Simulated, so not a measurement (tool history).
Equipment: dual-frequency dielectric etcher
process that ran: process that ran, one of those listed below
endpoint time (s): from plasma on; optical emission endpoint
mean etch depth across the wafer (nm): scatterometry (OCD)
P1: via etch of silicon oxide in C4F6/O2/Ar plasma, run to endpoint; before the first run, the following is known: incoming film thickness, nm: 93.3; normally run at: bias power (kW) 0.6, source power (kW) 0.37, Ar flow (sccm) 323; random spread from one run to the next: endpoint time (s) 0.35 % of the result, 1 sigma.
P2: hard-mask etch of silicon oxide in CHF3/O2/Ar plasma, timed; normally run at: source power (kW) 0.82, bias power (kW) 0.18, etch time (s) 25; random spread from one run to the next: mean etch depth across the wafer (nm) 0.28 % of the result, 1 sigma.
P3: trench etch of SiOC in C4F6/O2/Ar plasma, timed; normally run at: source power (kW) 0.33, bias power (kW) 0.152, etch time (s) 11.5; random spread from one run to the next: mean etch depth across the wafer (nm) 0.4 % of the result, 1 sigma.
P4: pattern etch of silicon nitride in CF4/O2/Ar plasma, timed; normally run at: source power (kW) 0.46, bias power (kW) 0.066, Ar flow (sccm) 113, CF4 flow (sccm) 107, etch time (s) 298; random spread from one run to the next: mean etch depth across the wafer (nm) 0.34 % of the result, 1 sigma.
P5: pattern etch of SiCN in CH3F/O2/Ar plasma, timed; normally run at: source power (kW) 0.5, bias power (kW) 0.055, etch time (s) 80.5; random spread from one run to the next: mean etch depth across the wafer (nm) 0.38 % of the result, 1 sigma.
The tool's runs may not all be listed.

run	day	process that ran	bias power (kW)	source power (kW)	Ar flow (sccm)	etch time (s)	CF4 flow (sccm)	endpoint time (s)	mean etch depth across the wafer (nm)
1	0.617	P1	0.6	0.37	323			20.454	
2	1.325	P5	0.055	0.5		46.5			17.831
3	2.017	P1	0.6	0.23	323			24.214	
4	2.796	P4	0.066	0.46	113	298	107		589.61
5	3.179	P1	0.6	0.51	323			18.117	
6	3.617	P2	0.18	0.82		35.5			78.272
7	3.958	P5	0.067	0.5		80.5			32.773
8	4.675	P3	0.152	0.33		11.5			21.301
# day 4.908: source power generator calibrated
9	5.033	P5	0.055	0.5		80.5			30.683
10	5.471	P4	0.066	0.32	113	298	107		434.5
11	5.817	P4	0.045	0.46	113	298	107		511.09
12	6.304	P3	0.215	0.33		11.5			23.773
13	7.05	P2	0.143	0.82		25			51.138
14	7.671	P4	0.066	0.46	113	180.5	107		360.92
15	8.121	P5	0.055	0.61		80.5			33.274
16	8.508	P2	0.18	0.5		25			45.81
17	9.146	P2	0.18	0.82		25			54.984
18	9.533	P1	0.829	0.27	323			20.087	
19	9.9	P1	0.6	0.37	323			20.335	
20	10.254	P4	0.066	0.46	92	298	107		604.9
21	10.892	P4	0.066	0.46	113	298	146		609.98
22	11.508	P1	0.6	0.37	194			19.214	
23	11.867	P3	0.152	0.33		7			12.999
24	12.571	P3	0.152	0.44		11.5			23.991
# day 12.821: Ar flow controller replaced
25	13.242	P1	0.848	0.37	323			17.836	
26	13.858	P1	0.6	0.37	323			20.311	
27	14.242	P1	0.763	0.47	323			16.893	
28	14.938	P4	0.066	0.46	113	298	107		591.29
29	15.288	P1	0.6	0.37	323			20.397	
30	15.925	P1	0.6	0.37	323			20.444	
31	16.588	P1	0.446	0.37	323			22.825	
32	17.054	P1	0.6	0.37	323			20.457	
33	17.646	P1	0.6	0.37	435			21.126	
34	18.3	P3	0.152	0.33		11.5			21.359
35	18.675	P1	0.6	0.37	323			20.426	
36	19.412	P1	0.6	0.37	323			20.142	
37	19.762	P1	0.6	0.37	323			20.167	
38	20.462	P1	0.6	0.37	323			20.06	
39	20.917	P1	0.6	0.37	323			20.087	
40	21.546	P1	0.6	0.37	323			20.127	
# day 21.683: Ar flow controller replaced
41	22.204	P1	0.6	0.37	323			19.927	
# day 22.546: wet clean of the chamber
42	22.679	P1	0.6	0.37	323			19.965	
43	23.046	P1	0.6	0.37	323			19.952	
44	23.612	P1	0.6	0.37	323			20.093	
45	24.242	P1	0.6	0.37	323			20.046	

Something has made what P1 gives creep away from where it was; the 2 causes below, each at its own stated size, fit the log equally well:
A: source power that arrives over what is set, % = 4.84
B: bias power that arrives over what is set, % = 4.58
Creep in the process output first set in at about day 18.675.
Ruled out, with reasons:
chamber walls in a state that raises the etch rate, %: work on it at day 22.546, done after the drift set in, did not restore what the process gave before
Ar flow that arrives under what is set, %: work on it at day 21.683, done after the drift set in, did not restore what the process gave before

Which of the 4 check runs listed below, each an average over 2 wafers with its results shown as question marks, gives clearly different results under the different listed causes?
check 1	24.871	P4	0.066	0.46	113	298	107		?
check 2	24.871	P2	0.18	0.82		25			?
check 3	24.871	P5	0.055	0.5		80.5			?
check 4	24.871	P3	0.152	0.33		11.5			?

What every check run would give for each of its results, assuming each possible cause in turn:
check	result	if A	if B
check 1	mean etch depth across the wafer (nm)	615.42	601.47
check 2	mean etch depth across the wafer (nm)	56.144	55.952
check 3	mean etch depth across the wafer (nm)	31.247	31.135
check 4	mean etch depth across the wafer (nm)	21.76	21.66
Per-check spread between the two closest causes, in the result where they differ most: check 1 2.29 %; check 2 0.34 %; check 3 0.36 %; check 4 0.46 %
Check 1 tells the causes apart: in the others they would give nearly the same result.

Check 1 was then run and gave: mean etch depth across the wafer (nm) 614.57. Which cause is it?

It was cause A: source power that arrives over what is set, %.

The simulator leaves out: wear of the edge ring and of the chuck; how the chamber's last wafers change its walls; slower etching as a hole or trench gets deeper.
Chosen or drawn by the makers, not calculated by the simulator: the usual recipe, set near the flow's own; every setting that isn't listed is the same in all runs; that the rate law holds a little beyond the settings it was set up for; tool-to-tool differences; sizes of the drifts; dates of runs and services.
